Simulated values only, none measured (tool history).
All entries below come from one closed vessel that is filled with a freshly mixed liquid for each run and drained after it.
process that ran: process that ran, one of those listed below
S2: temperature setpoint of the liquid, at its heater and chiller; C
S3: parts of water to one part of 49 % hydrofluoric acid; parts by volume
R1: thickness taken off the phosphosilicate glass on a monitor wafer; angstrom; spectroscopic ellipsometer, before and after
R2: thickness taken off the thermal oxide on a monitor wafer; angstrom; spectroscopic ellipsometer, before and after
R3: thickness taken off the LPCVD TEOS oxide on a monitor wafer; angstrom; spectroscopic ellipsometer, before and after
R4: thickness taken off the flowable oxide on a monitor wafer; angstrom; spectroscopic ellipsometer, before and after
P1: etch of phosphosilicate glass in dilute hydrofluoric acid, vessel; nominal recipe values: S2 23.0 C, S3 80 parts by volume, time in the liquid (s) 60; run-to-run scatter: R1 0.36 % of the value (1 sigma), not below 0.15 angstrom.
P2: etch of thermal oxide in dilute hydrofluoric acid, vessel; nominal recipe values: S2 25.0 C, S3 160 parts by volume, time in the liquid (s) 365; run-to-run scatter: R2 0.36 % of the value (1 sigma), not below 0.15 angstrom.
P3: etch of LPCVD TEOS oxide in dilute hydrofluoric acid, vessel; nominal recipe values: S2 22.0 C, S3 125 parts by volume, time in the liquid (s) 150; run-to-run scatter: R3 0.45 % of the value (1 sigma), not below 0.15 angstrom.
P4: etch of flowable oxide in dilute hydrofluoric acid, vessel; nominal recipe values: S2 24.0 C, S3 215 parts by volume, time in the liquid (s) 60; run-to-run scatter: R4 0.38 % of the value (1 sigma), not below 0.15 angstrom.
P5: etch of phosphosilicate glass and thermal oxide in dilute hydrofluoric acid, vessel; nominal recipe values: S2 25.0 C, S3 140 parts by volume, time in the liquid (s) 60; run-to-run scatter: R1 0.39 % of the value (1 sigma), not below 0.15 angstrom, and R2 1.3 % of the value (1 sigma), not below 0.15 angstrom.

{"run": 1, "day": 0.3, "process that ran": "P1", "S2": 23.0, "S3": 80, "time in the liquid (s)": 60, "R1": 1276.7}
{"run": 2, "day": 0.558, "process that ran": "P1", "S2": 23.0, "S3": 35, "time in the liquid (s)": 60, "R1": 3066.3}
{"run": 3, "day": 0.95, "process that ran": "P2", "S2": 17.0, "S3": 160, "time in the liquid (s)": 365, "R2": 71.134}
{"run": 4, "day": 1.504, "process that ran": "P1", "S2": 23.0, "S3": 80, "time in the liquid (s)": 60, "R1": 1268.6}
{"run": 5, "day": 1.946, "process that ran": "P1", "S2": 23.0, "S3": 120, "time in the liquid (s)": 100, "R1": 1340.1}
{"run": 6, "day": 2.212, "process that ran": "P1", "S2": 23.0, "S3": 80, "time in the liquid (s)": 60, "R1": 1274.7}
{"run": 7, "day": 2.688, "process that ran": "P5", "S2": 17.5, "S3": 140, "time in the liquid (s)": 60, "R1": 191.61, "R2": 15.084}
{"run": 8, "day": 3.079, "process that ran": "P2", "S2": 25.0, "S3": 160, "time in the liquid (s)": 60, "R2": 15.712}
{"run": 9, "day": 3.321, "process that ran": "P1", "S2": 31.0, "S3": 80, "time in the liquid (s)": 60, "R1": 1743.2}
{"run": 10, "day": 3.854, "process that ran": "P1", "S2": 23.0, "S3": 80, "time in the liquid (s)": 30, "R1": 638.19}
{"run": 11, "day": 4.346, "process that ran": "P1", "S2": 23.0, "S3": 20, "time in the liquid (s)": 35, "R1": 3220.8}
{"run": 12, "day": 4.621, "process that ran": "P3", "S2": 17.0, "S3": 125, "time in the liquid (s)": 150, "R3": 168.0}
{"run": 13, "day": 5.021, "process that ran": "P5", "S2": 25.0, "S3": 140, "time in the liquid (s)": 30, "R1": 130.01, "R2": 10.151}
{"run": 14, "day": 5.567, "process that ran": "P4", "S2": 24.0, "S3": 215, "time in the liquid (s)": 60, "R4": 81.225}
{"run": 15, "day": 6.1, "process that ran": "P3", "S2": 22.0, "S3": 125, "time in the liquid (s)": 150, "R3": 207.75}
{"run": 16, "day": 6.479, "process that ran": "P4", "S2": 24.0, "S3": 215, "time in the liquid (s)": 30, "R4": 40.69}
{"run": 17, "day": 6.733, "process that ran": "P3", "S2": 22.0, "S3": 35, "time in the liquid (s)": 150, "R3": 821.41}
{"run": 18, "day": 6.992, "process that ran": "P5", "S2": 25.0, "S3": 140, "time in the liquid (s)": 60, "R1": 259.46, "R2": 20.151}
{"run": 19, "day": 7.362, "process that ran": "P2", "S2": 25.0, "S3": 260, "time in the liquid (s)": 365, "R2": 53.735}
{"run": 20, "day": 7.742, "process that ran": "P3", "S2": 22.0, "S3": 125, "time in the liquid (s)": 150, "R3": 206.99}
{"run": 21, "day": 8.162, "process that ran": "P1", "S2": 18.5, "S3": 80, "time in the liquid (s)": 60, "R1": 1059.7}
{"run": 22, "day": 8.688, "process that ran": "P1", "S2": 23.0, "S3": 80, "time in the liquid (s)": 60, "R1": 1278.3}
{"run": 23, "day": 9.033, "process that ran": "P4", "S2": 28.0, "S3": 215, "time in the liquid (s)": 60, "R4": 93.976}
{"run": 24, "day": 9.496, "process that ran": "P5", "S2": 25.0, "S3": 140, "time in the liquid (s)": 60, "R1": 260.19, "R2": 20.401}
{"run": 25, "day": 9.896, "process that ran": "P1", "S2": 23.0, "S3": 80, "time in the liquid (s)": 60, "R1": 1271.4}
{"run": 26, "day": 10.417, "process that ran": "P4", "S2": 24.0, "S3": 400, "time in the liquid (s)": 60, "R4": 36.195}
{"run": 27, "day": 10.858, "process that ran": "P1", "S2": 23.0, "S3": 115, "time in the liquid (s)": 60, "R1": 845.0}
{"run": 28, "day": 11.342, "process that ran": "P2", "S2": 25.0, "S3": 160, "time in the liquid (s)": 365, "R2": 97.112}
{"run": 29, "day": 11.821, "process that ran": "P1", "S2": 23.0, "S3": 80, "time in the liquid (s)": 60, "R1": 1272.2}
{"run": 30, "day": 12.133, "process that ran": "P3", "S2": 22.0, "S3": 125, "time in the liquid (s)": 30, "R3": 41.465}
{"run": 31, "day": 12.629, "process that ran": "P1", "S2": 23.0, "S3": 80, "time in the liquid (s)": 100, "R1": 2129.0}
{"run": 32, "day": 13.138, "process that ran": "P5", "S2": 25.0, "S3": 35, "time in the liquid (s)": 60, "R1": 1173.9, "R2": 91.885}
{"run": 33, "day": 13.408, "process that ran": "P1", "S2": 23.0, "S3": 80, "time in the liquid (s)": 60, "R1": 1271.9}
{"run": 34, "day": 13.758, "process that ran": "P1", "S2": 23.0, "S3": 80, "time in the liquid (s)": 60, "R1": 1310.7}
{"run": 35, "day": 14.296, "process that ran": "P1", "S2": 23.0, "S3": 80, "time in the liquid (s)": 60, "R1": 1341.5}
{"run": 36, "day": 14.65, "process that ran": "P1", "S2": 23.0, "S3": 80, "time in the liquid (s)": 60, "R1": 1351.1}
{"run": 37, "day": 15.162, "process that ran": "P1", "S2": 23.0, "S3": 80, "time in the liquid (s)": 60, "R1": 1366.0}
{"run": 38, "day": 15.688, "process that ran": "P1", "S2": 23.0, "S3": 80, "time in the liquid (s)": 60, "R1": 1371.2}
{"run": 39, "day": 15.992, "process that ran": "P1", "S2": 23.0, "S3": 80, "time in the liquid (s)": 60, "R1": 1371.2}
{"run": 40, "day": 16.433, "process that ran": "P1", "S2": 23.0, "S3": 80, "time in the liquid (s)": 60, "R1": 1371.8}
{"run": 41, "day": 16.979, "process that ran": "P1", "S2": 23.0, "S3": 80, "time in the liquid (s)": 60, "R1": 1367.6}
{"run": 42, "day": 17.454, "process that ran": "P1", "S2": 23.0, "S3": 80, "time in the liquid (s)": 60, "R1": 1378.6}
{"run": 43, "day": 17.908, "process that ran": "P1", "S2": 23.0, "S3": 80, "time in the liquid (s)": 60, "R1": 1373.1}

P1 has crept away from where it was. The log is fitted equally well by each of these 2 causes, at the sizes shown:
A: liquid hotter than its thermometer reads (K) = 2.1
B: hydrofluoric acid flow above the setpoint (%) = 7.98
At approximately day 13.408, the process output began to creep.

Which of the 4 check runs listed below, each an average over 2 wafers with its results shown as question marks, gives clearly different results under the different listed causes?
{"run": "check 1", "day": 18.362, "process that ran": "P3", "S2": 22.0, "S3": 35, "time in the liquid (s)": 85, "R3": "?"}
{"run": "check 2", "day": 18.362, "process that ran": "P5", "S2": 17.5, "S3": 90, "time in the liquid (s)": 60, "R1": "?", "R2": "?"}
{"run": "check 3", "day": 18.362, "process that ran": "P4", "S2": 24.0, "S3": 350, "time in the liquid (s)": 60, "R4": "?"}
{"run": "check 4", "day": 18.362, "process that ran": "P2", "S2": 17.5, "S3": 160, "time in the liquid (s)": 70, "R2": "?"}

What each check would give under each cause:
check=check_1 result=R3 if_A=508.680 if_B=504.660
check=check_2 result=R1 if_A=343.42 if_B=342.04
check=check_2 result=R2 if_A=27.055 if_B=26.946
check=check_3 result=R4 if_A=47.086 if_B=48.581
check=check_4 result=R2 if_A=15.164 if_B=15.225
Distance between the nearest two causes, measured in the result of the check that separates them most: check 1 0.79 %; check 2 0.4 %; check 3 3.12 %; check 4 0.4 %
Check 3 tells the causes apart: in the others they would give nearly the same result.

Then check 3 was run and gave: R4 47.123 angstrom. Which cause is it?

It was cause A: liquid hotter than its thermometer reads (K).
